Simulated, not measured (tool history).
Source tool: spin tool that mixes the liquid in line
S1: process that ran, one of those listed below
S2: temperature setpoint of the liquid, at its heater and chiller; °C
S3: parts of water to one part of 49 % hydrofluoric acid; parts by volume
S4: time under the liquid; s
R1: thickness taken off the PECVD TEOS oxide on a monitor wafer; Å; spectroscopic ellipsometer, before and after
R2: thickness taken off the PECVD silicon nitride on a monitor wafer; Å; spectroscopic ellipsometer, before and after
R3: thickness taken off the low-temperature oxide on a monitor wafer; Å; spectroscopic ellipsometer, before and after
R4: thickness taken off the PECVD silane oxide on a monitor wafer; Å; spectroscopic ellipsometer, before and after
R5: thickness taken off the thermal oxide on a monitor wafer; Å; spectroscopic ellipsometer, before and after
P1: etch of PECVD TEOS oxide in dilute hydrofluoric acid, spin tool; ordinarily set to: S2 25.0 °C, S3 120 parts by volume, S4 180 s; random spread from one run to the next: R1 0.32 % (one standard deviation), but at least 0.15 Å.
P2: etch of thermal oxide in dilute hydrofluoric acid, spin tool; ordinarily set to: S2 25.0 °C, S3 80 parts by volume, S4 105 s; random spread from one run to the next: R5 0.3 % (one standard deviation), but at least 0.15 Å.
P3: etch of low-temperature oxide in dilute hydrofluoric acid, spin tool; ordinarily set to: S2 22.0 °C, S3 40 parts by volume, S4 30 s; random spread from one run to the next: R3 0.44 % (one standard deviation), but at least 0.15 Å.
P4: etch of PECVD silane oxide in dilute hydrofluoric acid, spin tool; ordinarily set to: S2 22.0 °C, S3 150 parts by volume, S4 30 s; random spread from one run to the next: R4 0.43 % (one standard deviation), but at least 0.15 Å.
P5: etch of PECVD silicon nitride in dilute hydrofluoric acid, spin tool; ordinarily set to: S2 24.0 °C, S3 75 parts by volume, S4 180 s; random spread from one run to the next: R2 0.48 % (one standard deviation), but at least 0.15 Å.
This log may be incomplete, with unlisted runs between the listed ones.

run,hour,S1,S2,S3,S4,R1,R2,R3,R4,R5
1,5.2,P1,25.0,120,180,133.780,,,,
2,10.8,P1,25.0,205,180,71.371,,,,
3,14.8,P1,25.0,120,180,134.160,,,,
4,19.5,P5,31.5,75,180,,80.6000,,,
5,22.6,P3,22.0,75,30,,,72.793,,
6,26.0,P4,22.0,220,30,,,,42.283,
7,29.1,P1,25.0,120,180,134.450,,,,
8,33.0,P4,17.0,150,30,,,,54.840,
9,37.4,P1,25.0,120,180,133.640,,,,
10,41.3,P5,24.0,20,180,,179.3500,,,
11,46.8,P3,22.0,40,50,,,237.750,,
12,52.9,P1,18.5,120,285,163.830,,,,
13,57.8,P4,22.0,150,60,,,,133.740,
14,61.8,P5,24.0,75,180,,50.3410,,,
15,65.7,P1,25.0,120,305,228.410,,,,
16,69.4,P1,25.0,120,65,48.339,,,,
17,75.3,P1,25.0,65,180,265.510,,,,
18,78.5,P1,25.0,120,180,134.310,,,,
19,84.6,P5,24.0,75,30,,8.3381,,,
20,90.2,P4,22.0,150,30,,,,67.286,
21,96.1,P2,25.0,140,105,,,,,35.353
22,100.4,P2,25.0,80,20,,,,,12.635
23,103.5,P1,25.0,120,180,134.200,,,,

Run 24 is up next; what results do you expect?
24,108.7,P2,32.0,80,105,,,,,?

R5: 87.602 Å
